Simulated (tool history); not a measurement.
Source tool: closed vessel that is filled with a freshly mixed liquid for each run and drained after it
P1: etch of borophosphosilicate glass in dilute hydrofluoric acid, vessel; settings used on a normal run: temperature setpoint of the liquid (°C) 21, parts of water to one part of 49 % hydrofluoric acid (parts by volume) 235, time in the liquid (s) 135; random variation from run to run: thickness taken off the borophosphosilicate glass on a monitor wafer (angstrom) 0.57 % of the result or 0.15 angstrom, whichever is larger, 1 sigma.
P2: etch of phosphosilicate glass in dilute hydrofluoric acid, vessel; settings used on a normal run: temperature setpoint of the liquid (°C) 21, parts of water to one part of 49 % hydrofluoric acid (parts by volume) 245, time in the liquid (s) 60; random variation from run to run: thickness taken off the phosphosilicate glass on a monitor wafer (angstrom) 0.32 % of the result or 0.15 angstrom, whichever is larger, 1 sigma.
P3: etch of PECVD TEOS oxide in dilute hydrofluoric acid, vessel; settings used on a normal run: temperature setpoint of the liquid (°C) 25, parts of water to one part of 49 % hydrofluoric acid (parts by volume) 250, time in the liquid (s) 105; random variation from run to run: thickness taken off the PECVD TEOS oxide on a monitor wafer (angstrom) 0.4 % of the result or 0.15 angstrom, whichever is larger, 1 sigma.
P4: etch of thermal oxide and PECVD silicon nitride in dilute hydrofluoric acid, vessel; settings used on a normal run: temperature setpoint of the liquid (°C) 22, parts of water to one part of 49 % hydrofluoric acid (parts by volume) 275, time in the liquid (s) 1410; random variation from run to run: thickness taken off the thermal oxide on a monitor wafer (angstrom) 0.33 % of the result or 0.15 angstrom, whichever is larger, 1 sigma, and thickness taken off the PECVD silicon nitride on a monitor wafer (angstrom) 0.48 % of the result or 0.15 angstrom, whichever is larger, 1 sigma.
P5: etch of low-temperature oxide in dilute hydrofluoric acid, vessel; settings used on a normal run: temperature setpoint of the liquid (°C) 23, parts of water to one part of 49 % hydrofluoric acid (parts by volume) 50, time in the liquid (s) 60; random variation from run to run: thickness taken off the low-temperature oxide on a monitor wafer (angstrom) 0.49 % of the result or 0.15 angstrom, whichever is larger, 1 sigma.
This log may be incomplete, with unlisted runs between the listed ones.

run	day	process that ran	temperature setpoint of the liquid (°C)	parts of water to one part of 49 % hydrofluoric acid (parts by volume)	time in the liquid (s)	hours since the thermometer was replaced	hours since the hydrofluoric acid flow meter was replaced	thickness taken off the borophosphosilicate glass on a monitor wafer (angstrom)	thickness taken off the low-temperature oxide on a monitor wafer (angstrom)	thickness taken off the thermal oxide on a monitor wafer (angstrom)	thickness taken off the PECVD silicon nitride on a monitor wafer (angstrom)	thickness taken off the PECVD TEOS oxide on a monitor wafer (angstrom)	thickness taken off the phosphosilicate glass on a monitor wafer (angstrom)
1	0.138	P1	21	235	135	243.6	422.1	260					
2	0.254	P5	23	50	60	246.4	424.9		279.81				
3	0.412	P1	21	90	135	250.2	428.7	785.84					
4	0.608	P5	31	50	60	254.9	433.4		386.05				
5	0.783	P1	28	235	135	259.1	437.6	333.43					
6	0.896	P1	21	235	135	261.8	440.3	257.51					
7	1.038	P4	22	275	1410	265.2	443.7			188.31	127.96		
8	1.167	P4	22	500	1410	268.3	446.8			85.156	71.59		
9	1.308	P4	17	275	1410	271.7	450.2			156.94	93.02		
10	1.446	P3	25	250	105	275	453.5					100.57	
11	1.608	P2	21	245	30	278.9	457.4						143.72
12	1.721	P2	21	245	60	281.6	460.1						288.33
13	1.875	P1	21	235	220	285.3	463.8	419.94					
14	2.054	P3	25	250	30	289.6	468.1					28.772	
15	2.183	P5	23	50	100	292.7	471.2		466.72				
16	2.354	P1	27.5	75	135	296.8	475.3	1249					
17	2.546	P1	17	235	240	301.4	479.9	394.45					
# day 2.658: hydrofluoric acid flow meter replaced
18	2.717	P5	23	50	60	305.5	1.4		279.97				
19	2.862	P4	22	275	1410	309	4.9			187.04	127.31		
20	3.029	P4	22	275	690	313	8.9			91.871	62.711		
21	3.138	P1	21	385	135	315.6	11.5	139					
22	3.242	P1	21	235	135	318.1	14	258.69					
23	3.425	P1	27	235	55	322.5	18.4	131					
24	3.538	P3	17	250	105	325.2	21.1					74.11	
25	3.692	P5	23	90	60	328.9	24.8		147.73				
26	3.8	P1	17	235	135	331.5	27.4	222.23					
27	3.904	P1	21	235	135	334	29.9	256.58					
28	4.067	P2	21	90	60	337.9	33.8						920.94
29	4.2	P3	25	345	105	341.1	37					66.069	
30	4.383	P2	29	245	60	345.5	41.4						382.74
31	4.525	P1	21	235	40	348.9	44.8	77.066					
32	4.696	P1	21	235	135	353	48.9	259.26					
33	4.825	P1	21	235	135	356.1	52	254.12					
34	4.979	P1	21	235	135	359.8	55.7	248.48					
35	5.133	P1	21	235	135	363.5	59.4	245.5					
36	5.325	P1	21	235	135	368.1	64	241.56					
37	5.475	P1	21	235	135	371.7	67.6	241.21					

Run 38 has not been measured yet. What should we expect?
38	5.596	P1	21	235	135	374.6	70.5	?					

thickness taken off the borophosphosilicate glass on a monitor wafer (angstrom): 239.74

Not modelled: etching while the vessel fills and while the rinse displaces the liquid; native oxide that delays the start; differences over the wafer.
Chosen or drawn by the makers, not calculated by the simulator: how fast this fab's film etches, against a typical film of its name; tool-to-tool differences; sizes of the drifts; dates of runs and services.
